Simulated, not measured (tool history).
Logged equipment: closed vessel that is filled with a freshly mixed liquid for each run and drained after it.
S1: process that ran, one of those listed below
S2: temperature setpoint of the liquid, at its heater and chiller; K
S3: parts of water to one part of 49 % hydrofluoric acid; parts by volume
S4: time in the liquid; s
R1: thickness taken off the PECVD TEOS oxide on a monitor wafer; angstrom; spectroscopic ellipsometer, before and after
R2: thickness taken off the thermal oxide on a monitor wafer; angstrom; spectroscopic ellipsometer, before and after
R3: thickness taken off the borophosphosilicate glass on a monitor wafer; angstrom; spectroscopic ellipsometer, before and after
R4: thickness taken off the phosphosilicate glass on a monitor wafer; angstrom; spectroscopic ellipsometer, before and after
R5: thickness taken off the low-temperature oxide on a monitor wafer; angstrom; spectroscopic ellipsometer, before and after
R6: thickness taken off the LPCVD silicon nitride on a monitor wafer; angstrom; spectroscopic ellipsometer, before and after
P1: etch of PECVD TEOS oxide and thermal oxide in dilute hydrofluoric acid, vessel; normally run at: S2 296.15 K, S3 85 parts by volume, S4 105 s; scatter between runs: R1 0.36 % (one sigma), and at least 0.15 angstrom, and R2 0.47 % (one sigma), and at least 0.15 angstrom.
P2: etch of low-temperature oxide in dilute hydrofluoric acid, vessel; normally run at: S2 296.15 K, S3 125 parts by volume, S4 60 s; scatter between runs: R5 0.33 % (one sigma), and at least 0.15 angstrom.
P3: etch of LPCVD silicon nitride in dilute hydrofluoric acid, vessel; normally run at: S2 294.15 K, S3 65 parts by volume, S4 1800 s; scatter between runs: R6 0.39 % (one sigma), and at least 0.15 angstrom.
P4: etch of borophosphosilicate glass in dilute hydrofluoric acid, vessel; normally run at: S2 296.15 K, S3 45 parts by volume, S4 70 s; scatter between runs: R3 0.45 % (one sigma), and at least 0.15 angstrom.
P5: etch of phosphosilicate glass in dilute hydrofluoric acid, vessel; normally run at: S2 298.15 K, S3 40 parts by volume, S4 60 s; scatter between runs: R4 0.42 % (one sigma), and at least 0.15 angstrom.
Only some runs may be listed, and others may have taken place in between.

{"run": 1, "hour": 3.9, "S1": "P1", "S2": 296.15, "S3": 85, "S4": 105, "R1": 292.93, "R2": 51.807}
{"run": 2, "hour": 10.4, "S1": "P1", "S2": 296.15, "S3": 115, "S4": 155, "R1": 306.74, "R2": 54.607}
{"run": 3, "hour": 15.5, "S1": "P4", "S2": 296.15, "S3": 45, "S4": 70, "R3": 619.82}
{"run": 4, "hour": 20.2, "S1": "P1", "S2": 296.15, "S3": 115, "S4": 105, "R1": 208.59, "R2": 36.833}
{"run": 5, "hour": 26.5, "S1": "P5", "S2": 298.15, "S3": 40, "S4": 85, "R4": 1757.3}
{"run": 6, "hour": 32.7, "S1": "P1", "S2": 291.15, "S3": 85, "S4": 105, "R1": 237.6, "R2": 42.621}
{"run": 7, "hour": 37.8, "S1": "P4", "S2": 291.15, "S3": 45, "S4": 70, "R3": 508.19}
{"run": 8, "hour": 43.3, "S1": "P2", "S2": 296.15, "S3": 70, "S4": 60, "R5": 301.42}
{"run": 9, "hour": 48.5, "S1": "P5", "S2": 298.15, "S3": 40, "S4": 60, "R4": 1231.6}
{"run": 10, "hour": 54.6, "S1": "P5", "S2": 298.15, "S3": 65, "S4": 60, "R4": 735.01}
{"run": 11, "hour": 58.6, "S1": "P5", "S2": 292.65, "S3": 40, "S4": 60, "R4": 984.97}
{"run": 12, "hour": 61.8, "S1": "P1", "S2": 296.15, "S3": 110, "S4": 45, "R1": 94.474, "R2": 17.017}
{"run": 13, "hour": 67.5, "S1": "P3", "S2": 294.15, "S3": 65, "S4": 3580, "R6": 227.8}
{"run": 14, "hour": 71.1, "S1": "P1", "S2": 296.15, "S3": 85, "S4": 105, "R1": 293.37, "R2": 51.638}
{"run": 15, "hour": 76.9, "S1": "P4", "S2": 296.15, "S3": 45, "S4": 30, "R3": 267.4}
{"run": 16, "hour": 82.7, "S1": "P1", "S2": 296.15, "S3": 85, "S4": 105, "R1": 292.01, "R2": 51.888}
{"run": 17, "hour": 85.6, "S1": "P3", "S2": 290.15, "S3": 65, "S4": 1800, "R6": 86.091}
{"run": 18, "hour": 90.5, "S1": "P1", "S2": 296.15, "S3": 85, "S4": 105, "R1": 293.48, "R2": 52.115}
{"run": 19, "hour": 94.4, "S1": "P3", "S2": 294.15, "S3": 25, "S4": 1800, "R6": 286.3}
{"run": 20, "hour": 99.9, "S1": "P2", "S2": 296.15, "S3": 125, "S4": 35, "R5": 92.339}
{"run": 21, "hour": 104.6, "S1": "P1", "S2": 296.15, "S3": 85, "S4": 210, "R1": 581.97, "R2": 104.57}
{"run": 22, "hour": 108.8, "S1": "P1", "S2": 302.15, "S3": 85, "S4": 105, "R1": 371.87, "R2": 65.982}
{"run": 23, "hour": 114.7, "S1": "P4", "S2": 296.15, "S3": 70, "S4": 70, "R3": 388.4}
{"run": 24, "hour": 119.6, "S1": "P3", "S2": 294.15, "S3": 65, "S4": 1800, "R6": 115.08}
{"run": 25, "hour": 126.0, "S1": "P5", "S2": 298.15, "S3": 40, "S4": 60, "R4": 1228.9}
{"run": 26, "hour": 131.5, "S1": "P2", "S2": 296.15, "S3": 125, "S4": 60, "R5": 158.36}
{"run": 27, "hour": 137.3, "S1": "P1", "S2": 296.15, "S3": 40, "S4": 105, "R1": 658.28, "R2": 116.68}
{"run": 28, "hour": 142.9, "S1": "P1", "S2": 296.15, "S3": 85, "S4": 40, "R1": 111.67, "R2": 19.713}
{"run": 29, "hour": 148.7, "S1": "P2", "S2": 290.15, "S3": 125, "S4": 60, "R5": 124.67}
{"run": 30, "hour": 152.7, "S1": "P1", "S2": 296.15, "S3": 85, "S4": 105, "R1": 291.99, "R2": 52.098}
{"run": 31, "hour": 157.9, "S1": "P1", "S2": 296.15, "S3": 85, "S4": 105, "R1": 299.85, "R2": 53.744}
{"run": 32, "hour": 161.7, "S1": "P1", "S2": 296.15, "S3": 85, "S4": 105, "R1": 304.83, "R2": 54.615}
{"run": 33, "hour": 166.2, "S1": "P1", "S2": 296.15, "S3": 85, "S4": 105, "R1": 309.87, "R2": 55.264}
{"run": 34, "hour": 169.3, "S1": "P1", "S2": 296.15, "S3": 85, "S4": 105, "R1": 313.03, "R2": 55.781}
{"run": 35, "hour": 175.0, "S1": "P1", "S2": 296.15, "S3": 85, "S4": 105, "R1": 314.27, "R2": 55.874}
{"run": 36, "hour": 180.5, "S1": "P1", "S2": 296.15, "S3": 85, "S4": 105, "R1": 314.82, "R2": 56.35}
{"run": 37, "hour": 186.9, "S1": "P1", "S2": 296.15, "S3": 85, "S4": 105, "R1": 317.06, "R2": 56.43}
{"run": 38, "hour": 193.4, "S1": "P1", "S2": 296.15, "S3": 85, "S4": 105, "R1": 315.12, "R2": 56.323}

The log shows P1 creeping away from where it was. Any of the 2 causes listed here, at the size stated for it, fits the log just as well as the others:
A: liquid hotter than its thermometer reads (K) = 2.01
B: hydrofluoric acid flow above the setpoint (%) = 7.56
The process output started creeping at around hour 152.7.

4 check runs are offered, one wafer each, their results left as question marks. Which one tells the causes apart?
{"run": "check 1", "hour": 199.9, "S1": "P5", "S2": 298.15, "S3": 40, "S4": 60, "R4": "?"}
{"run": "check 2", "hour": 199.9, "S1": "P4", "S2": 296.15, "S3": 45, "S4": 70, "R3": "?"}
{"run": "check 3", "hour": 199.9, "S1": "P3", "S2": 294.15, "S3": 65, "S4": 1800, "R6": "?"}
{"run": "check 4", "hour": 199.9, "S1": "P2", "S2": 296.15, "S3": 125, "S4": 60, "R5": "?"}

Predicted outcomes, by check and by cause:
check=check_1 result=R4 if_A=1342.50 if_B=1335.20
check=check_2 result=R3 if_A=678.10 if_B=673.96
check=check_3 result=R6 if_A=131.040 if_B=122.740
check=check_4 result=R5 if_A=171.220 if_B=172.070
Minimum pairwise separation of causes per check, each pair taken at its best-separating result: check 1 0.54 %; check 2 0.61 %; check 3 6.55 %; check 4 0.49 %
Check 3 tells the causes apart: in the others they would give nearly the same result.

With check 3 done, the readings were: R6 131.860 angstrom. Identify which of the listed causes applies.

The correct cause is A, namely: liquid hotter than its thermometer reads (K).
